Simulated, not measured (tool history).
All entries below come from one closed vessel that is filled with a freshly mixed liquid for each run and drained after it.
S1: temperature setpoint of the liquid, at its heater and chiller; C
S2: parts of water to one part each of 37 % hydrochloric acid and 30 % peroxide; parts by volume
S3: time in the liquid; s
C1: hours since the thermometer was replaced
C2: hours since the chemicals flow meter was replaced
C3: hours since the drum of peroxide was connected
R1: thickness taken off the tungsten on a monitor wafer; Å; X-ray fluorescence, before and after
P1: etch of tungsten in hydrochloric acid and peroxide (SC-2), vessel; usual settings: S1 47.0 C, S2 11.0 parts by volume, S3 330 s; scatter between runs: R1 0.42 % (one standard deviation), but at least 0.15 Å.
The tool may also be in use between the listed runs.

run   hour    S1    S2   S3     C1     C2     C3        R1
  1    4.6  47.0  11.0  330  278.1  343.4   75.3   397.350
  2   11.2  47.0  18.0  120  284.7  350.0   81.9    92.647
  3   15.3  47.0  11.0  330  288.8  354.1   86.0   397.410
  4   20.1  63.5  11.0  330  293.6  358.9   90.8  1144.300
  5   25.4  35.0  16.5  330  298.9  364.2   96.1   118.450
  6   30.2  39.0  15.0  330  303.7  369.0  100.9   172.840
  7   35.7  47.0  11.0   30  309.2  374.5  106.4    35.769
  8   39.7  47.0  11.0  330  313.2  378.5  110.4   398.630
  9   44.3  47.0  11.0  330  317.8  383.1  115.0   394.730
 10   49.6  47.0  18.5  330  323.1  388.4  120.3   249.950
 11   53.6  47.0   4.0  330  327.1  392.4  124.3   859.530
 12   57.3  47.0  11.0  330  330.8  396.1  128.0   397.130
 13   62.3  47.0  11.0  655  335.8  401.1  133.0   785.350
 14   66.8  47.0  11.0  330  340.3  405.6  137.5   393.030
 15   71.5  35.0  11.0  330  345.0  410.3  142.2   169.820
 16   76.8  47.0  11.0  330  350.3  415.6  147.5   398.090
 17   80.2  47.0  11.0  330  353.7  419.0  150.9   403.740
 18   86.6  47.0  11.0  330  360.1  425.4  157.3   415.550
 19   93.8  47.0  11.0  330  367.3  432.6  164.5   423.890
 20   99.6  47.0  11.0  330  373.1  438.4  170.3   422.270
 21  105.1  47.0  11.0  330  378.6  443.9  175.8   423.830
 22  110.1  47.0  11.0  330  383.6  448.9  180.8   424.910

The output of P1 has drifted from where it used to be. Each of the 2 causes below, taken at the size shown beside it, accounts for the log equally well:
A: chemicals flow above the setpoint (%) = 8.63
B: liquid hotter than its thermometer reads (K) = 1.03
The onset of the drift is placed at about hour 76.8.
Each remaining cause and why it is not a fit:
peroxide weaker than its label (%): at its largest 8, which would move R1 by -7.4 %, too little to match the creep or of the wrong sign

Which of the check runs below tells the causes apart, meaning the causes would give it clearly different results? Each run uses 2 wafers whose results are averaged, and each result is shown as a question mark.
check 1  115.1  59.0  11.0  605               ?
check 2  115.1  35.0   4.0  330               ?
check 3  115.1  39.5  18.5  330               ?
check 4  115.1  63.0   5.0  330               ?

What each check would give under each cause:
  check  result      if A      if B
check 1      R1  1708.200  1700.000
check 2      R1   388.550   396.730
check 3      R1   160.600   160.400
check 4      R1  2195.800  2206.600
Distance between the nearest two causes, measured in the result of the check that separates them most: check 1 0.48 %; check 2 2.08 %; check 3 0.13 %; check 4 0.49 %
Check 2 distinguishes between the causes, while the remaining checks would return nearly the same result for all of them.

Check 2 was carried out, with these results: R1 397.670 Å. Which of the listed causes is responsible?

The cause is B: liquid hotter than its thermometer reads (K).

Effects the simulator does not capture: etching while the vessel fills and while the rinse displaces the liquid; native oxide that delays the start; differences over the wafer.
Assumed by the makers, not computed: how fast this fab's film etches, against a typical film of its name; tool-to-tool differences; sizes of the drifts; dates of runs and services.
